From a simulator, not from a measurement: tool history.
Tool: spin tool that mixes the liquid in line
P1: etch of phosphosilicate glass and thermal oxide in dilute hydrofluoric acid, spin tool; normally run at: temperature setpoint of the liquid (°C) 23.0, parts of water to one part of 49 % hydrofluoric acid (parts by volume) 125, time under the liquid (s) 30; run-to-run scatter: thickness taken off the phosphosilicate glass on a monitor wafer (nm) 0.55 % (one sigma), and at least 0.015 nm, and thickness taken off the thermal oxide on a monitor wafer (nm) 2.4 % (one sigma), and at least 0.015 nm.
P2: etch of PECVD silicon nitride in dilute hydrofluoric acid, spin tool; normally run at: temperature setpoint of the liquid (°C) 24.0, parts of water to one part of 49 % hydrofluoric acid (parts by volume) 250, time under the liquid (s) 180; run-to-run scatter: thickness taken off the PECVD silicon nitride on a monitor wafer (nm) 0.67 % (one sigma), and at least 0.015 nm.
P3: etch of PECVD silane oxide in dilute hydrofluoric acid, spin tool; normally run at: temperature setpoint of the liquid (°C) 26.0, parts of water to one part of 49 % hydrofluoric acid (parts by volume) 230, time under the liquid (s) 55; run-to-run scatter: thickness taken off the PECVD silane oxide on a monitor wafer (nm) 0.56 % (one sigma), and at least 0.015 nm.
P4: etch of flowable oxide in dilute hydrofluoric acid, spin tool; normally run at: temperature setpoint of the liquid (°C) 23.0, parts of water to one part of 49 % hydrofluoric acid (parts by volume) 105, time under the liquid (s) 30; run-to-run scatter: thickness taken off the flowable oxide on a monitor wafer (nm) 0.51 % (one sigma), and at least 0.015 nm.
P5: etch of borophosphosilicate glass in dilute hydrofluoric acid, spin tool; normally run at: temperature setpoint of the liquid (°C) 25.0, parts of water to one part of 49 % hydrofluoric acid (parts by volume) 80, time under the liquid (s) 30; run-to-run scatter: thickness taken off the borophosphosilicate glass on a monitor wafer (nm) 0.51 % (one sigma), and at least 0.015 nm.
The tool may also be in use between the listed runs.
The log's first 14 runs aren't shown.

run,hour,process that ran,temperature setpoint of the liquid (°C),parts of water to one part of 49 % hydrofluoric acid (parts by volume),time under the liquid (s),thickness taken off the phosphosilicate glass on a monitor wafer (nm),thickness taken off the thermal oxide on a monitor wafer (nm),thickness taken off the PECVD silane oxide on a monitor wafer (nm),thickness taken off the flowable oxide on a monitor wafer (nm),thickness taken off the borophosphosilicate glass on a monitor wafer (nm),thickness taken off the PECVD silicon nitride on a monitor wafer (nm)
15,105.2,P1,23.0,125,30,23.331,1.11450,,,,
16,112.5,P5,33.0,80,30,,,,,17.969,
17,119.4,P1,17.0,125,30,18.129,0.83374,,,,
18,126.4,P2,30.0,250,180,,,,,,5.7417
19,134.7,P2,24.0,250,180,,,,,,4.0339
20,144.2,P1,23.0,125,30,23.197,1.10020,,,,
21,148.3,P5,25.0,80,30,,,,,13.267,
22,155.0,P1,23.0,125,15,11.664,0.49247,,,,
23,161.0,P2,24.0,60,180,,,,,,16.5460

Run 24 comes next. What will it give?
24,169.8,P4,23.0,105,30,,,,?,,

Run 24 gave thickness taken off the flowable oxide on a monitor wafer (nm) 14.216.
